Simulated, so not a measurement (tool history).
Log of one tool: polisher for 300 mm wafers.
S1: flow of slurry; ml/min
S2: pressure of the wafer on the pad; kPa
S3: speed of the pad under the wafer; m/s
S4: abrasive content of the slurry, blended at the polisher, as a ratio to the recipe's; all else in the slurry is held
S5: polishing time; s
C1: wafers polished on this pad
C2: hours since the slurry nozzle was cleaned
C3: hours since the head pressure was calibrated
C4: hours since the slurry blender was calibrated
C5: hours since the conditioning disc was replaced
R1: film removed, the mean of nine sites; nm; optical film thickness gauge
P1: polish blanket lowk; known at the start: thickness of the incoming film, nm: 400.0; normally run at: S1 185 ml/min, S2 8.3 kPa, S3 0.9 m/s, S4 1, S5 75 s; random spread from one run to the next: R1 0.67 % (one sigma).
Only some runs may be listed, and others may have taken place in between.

run,hour,S1,S2,S3,S4,S5,C1,C2,C3,C4,C5,R1
1,10.2,185,8.3,0.9,1,75,641,226,805.1,57.1,288.4,14.828
2,17.3,185,8.3,0.9,1,75,725,233.1,812.2,64.2,295.5,14.809
3,23.2,185,8.3,0.9,1,75,794,239,818.1,70.1,301.4,14.745
4,32.5,185,8.3,0.9,1,75,903,248.3,827.4,79.4,310.7,14.674
5,42,185,5.5,0.9,1,75,1015,257.8,836.9,88.9,320.2,9.7342
6,49.8,185,8.3,0.9,1,75,1107,265.6,844.7,96.7,328,14.442
7,60.2,185,8.3,0.9,1,75,1229,276,855.1,107.1,338.4,14.596
8,70.1,185,8.3,0.9,1,34,1346,285.9,865,117,348.3,6.6836
9,79.5,185,11,0.9,1,75,1456,295.3,874.4,126.4,357.7,19.5
10,88.9,115,8.3,0.9,1,75,1567,304.7,883.8,135.8,367.1,13.478
11,99,265,8.3,0.9,1,75,1686,314.8,893.9,145.9,377.2,15.498
12,106.7,185,8.3,1.4,1,75,1776,322.5,901.6,153.6,384.9,20.884
13,112.3,185,8.3,0.9,1,114,1842,328.1,907.2,159.2,390.5,22.446
14,122.5,185,8.3,0.9,0.65,75,1962,338.3,917.4,169.4,400.7,11.856
15,128.5,185,11.7,0.56,1,75,2033,344.3,923.4,175.4,406.7,14.32
# hour 129.6: conditioning disc replaced and pad reconditioned
16,134.6,185,8.3,0.9,1,75,2105,350.4,929.5,181.5,5,14.731
17,145,185,8.3,0.9,1.3,75,2227,360.8,939.9,191.9,15.4,16.503
18,156.8,185,8.3,0.44,1,75,2366,372.6,951.7,203.7,27.2,8.3562
19,163,185,8.3,0.9,1,75,2439,378.8,957.9,209.9,33.4,14.742
20,173.8,185,8.3,0.9,1,75,2566,389.6,968.7,220.7,44.2,13.917
21,181.7,185,8.3,0.9,1,75,2659,397.5,976.6,228.6,52.1,13.552
22,188,185,8.3,0.9,1,75,2733,403.8,982.9,234.9,58.4,13.381
# hour 194.9: head pressure recalibrated
23,194.9,185,8.3,0.9,1,75,2814,410.7,0,241.8,65.3,13.267
# hour 195.3: slurry nozzle cleaned
# hour 202.9: conditioning disc replaced and pad reconditioned
24,203.2,185,8.3,0.9,1,75,2912,8,8.3,250.1,0.3,13.086
25,212.5,185,8.3,0.9,1,75,3021,17.3,17.6,259.4,9.6,13.004
26,221.8,185,8.3,0.9,1,75,3131,26.6,26.9,268.7,18.9,13.07
27,229.2,185,8.3,0.9,1,75,3218,34,34.3,276.1,26.3,12.922
28,234.6,185,8.3,0.9,1,75,3281,39.4,39.7,281.5,31.7,12.84
29,240.9,185,8.3,0.9,1,75,3355,45.7,46,287.8,38,13.073

Compared with where it was, what P1 gives has crept away. Each cause listed below fits the log as well as the rest, at the size given for it:
A: removal rate lost through wear of the pad, % = 12.3
B: abrasive missing from the slurry, % = 23.6
The onset of the drift is placed at about hour 163.
Excluded causes, each with its reason:
slurry flow missing at the pad, %: maintenance at hour 195.3, after the shift began, did not return the process to its former output
head's pressure below its setpoint, %: maintenance at hour 194.9, after the shift began, did not return the process to its former output
time polished since the conditioner stopped cutting, s: maintenance at hour 202.9, after the shift began, did not return the process to its former output

The list below offers 4 check runs, each averaging the results of 5 wafers, and shows each result as a question mark. For which of them would the listed causes give clearly different results?
check 1,247.2,185,8.3,1.22,1,75,,,,,,?
check 2,247.2,220,8.3,0.9,1,75,,,,,,?
check 3,247.2,185,10.3,0.9,1,75,,,,,,?
check 4,247.2,185,8.3,0.9,0.7,75,,,,,,?

How each check would come out, cause by cause:
check,result,if A,if B
check 1,R1,16.456,16.454
check 2,R1,13.197,13.195
check 3,R1,16.127,16.124
check 4,R1,10.798,10.542
Minimum pairwise separation of causes per check, each pair taken at its best-separating result: check 1 0.01 %; check 2 0.01 %; check 3 0.01 %; check 4 2.39 %
Check 4 tells the causes apart: in the others they would give nearly the same result.

Running check 4 produced the following: R1 10.755 nm. Which one of the listed causes fits?

It was cause A: removal rate lost through wear of the pad, %.
